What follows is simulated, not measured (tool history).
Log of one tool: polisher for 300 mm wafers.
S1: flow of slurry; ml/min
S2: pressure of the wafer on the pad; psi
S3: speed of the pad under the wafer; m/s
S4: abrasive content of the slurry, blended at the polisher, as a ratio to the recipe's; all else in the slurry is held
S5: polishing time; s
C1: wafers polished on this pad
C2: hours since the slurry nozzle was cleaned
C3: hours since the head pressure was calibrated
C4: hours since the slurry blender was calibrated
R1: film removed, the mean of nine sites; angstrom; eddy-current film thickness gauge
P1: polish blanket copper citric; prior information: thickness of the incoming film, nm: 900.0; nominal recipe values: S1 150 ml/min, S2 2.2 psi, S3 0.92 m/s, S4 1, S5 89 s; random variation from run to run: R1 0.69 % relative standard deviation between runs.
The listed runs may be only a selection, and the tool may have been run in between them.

run	hour	S1	S2	S3	S4	S5	C1	C2	C3	C4	R1
1	5.3	150	2.2	0.92	1	89	658	225.9	612.6	66	1428.3
2	9.9	150	2.2	0.42	1	89	683	230.5	617.2	70.6	683.26
3	14	150	2.2	0.92	1.25	89	705	234.6	621.3	74.7	1500.3
4	21.2	235	2.2	0.92	1	89	745	241.8	628.5	81.9	1509.2
5	24.9	150	2.2	0.92	0.65	89	765	245.5	632.2	85.6	1298.9
6	29.6	150	2.2	1.3	1	89	790	250.2	636.9	90.3	1996.5
7	33.2	150	2.2	0.92	1	116	810	253.8	640.5	93.9	1883.3
# hour 37.4: slurry blender recalibrated
8	38.1	215	2.2	0.92	1	41	837	258.7	645.4	0.7	696.58
9	44.9	90	2.2	0.92	1	89	874	265.5	652.2	7.5	1289.6
10	51.1	150	1	0.92	1	89	907	271.7	658.4	13.7	680.77
11	56.3	150	2.2	0.92	1	53	936	276.9	663.6	18.9	840.85
12	60.1	115	2.2	0.92	1	131	956	280.7	667.4	22.7	1983.5
13	65	150	2.2	0.92	1	89	983	285.6	672.3	27.6	1423.4
14	71.6	150	3.3	0.92	1	89	1019	292.2	678.9	34.2	2137.6
15	77.9	150	2.2	0.92	1	89	1053	298.5	685.2	40.5	1428.1
16	85.1	150	2.2	0.92	1	89	1092	305.7	692.4	47.7	1419
17	91.7	150	2.2	0.92	1	89	1128	312.3	699	54.3	1439.1
18	98.7	150	2.2	0.92	1	89	1166	319.3	706	61.3	1385
19	104.7	150	2.2	0.92	1	89	1199	325.3	712	67.3	1350.8
20	109.5	150	2.2	0.92	1	89	1225	330.1	716.8	72.1	1347.1
21	116.3	150	2.2	0.92	1	89	1262	336.9	723.6	78.9	1323.6
# hour 118: head pressure recalibrated
22	120.2	150	2.2	0.92	1	89	1283	340.8	2.2	82.8	1328.6
# hour 122.4: slurry blender recalibrated
23	126.3	150	2.2	0.92	1	89	1316	346.9	8.3	3.9	1321.7
24	133	150	2.2	0.92	1	89	1353	353.6	15	10.6	1301.1
25	137.9	150	2.2	0.92	1	89	1379	358.5	19.9	15.5	1302.9
26	145	150	2.2	0.92	1	89	1418	365.6	27	22.6	1288.8
27	149	150	2.2	0.92	1	89	1440	369.6	31	26.6	1290.9

Something has made what P1 gives creep away from where it was; the 2 causes below, each at its own stated size, fit the log equally well:
A: slurry flow missing at the pad, % = 36.3
B: removal rate lost through wear of the pad, % = 9.24
The process output started creeping at around hour 91.7.
Ruled out, with reasons:
head's pressure below its setpoint, %: serviced at hour 118, which brought nothing back
abrasive missing from the slurry, %: serviced at hour 122.4, which brought nothing back

Of the 4 check runs below, each run on 3 wafers with the results averaged and each result still a question mark, which one would tell the listed causes apart?
check 1	153	225	2.2	0.92	1	89					?
check 2	153	150	1.3	0.48	1	89					?
check 3	153	150	1	0.92	0.7	89					?
check 4	153	150	1	0.92	1	70					?

Check results expected under each cause:
check	result	if A	if B
check 1	R1	1424.4	1382.2
check 2	R1	433.56	433.58
check 3	R1	572.94	572.97
check 4	R1	485.62	485.64
Smallest distance between any two causes, each pair judged by its most separating result, in per cent: check 1 3.01 %; check 2 0 %; check 3 0 %; check 4 0 %
The causes can be told apart only by check 1. The other checks would give nearly the same results under each of them.

Check 1 has now been run. It gave: R1 1381.1 angstrom. Which of the candidate causes is it?

It was cause B: removal rate lost through wear of the pad, %.

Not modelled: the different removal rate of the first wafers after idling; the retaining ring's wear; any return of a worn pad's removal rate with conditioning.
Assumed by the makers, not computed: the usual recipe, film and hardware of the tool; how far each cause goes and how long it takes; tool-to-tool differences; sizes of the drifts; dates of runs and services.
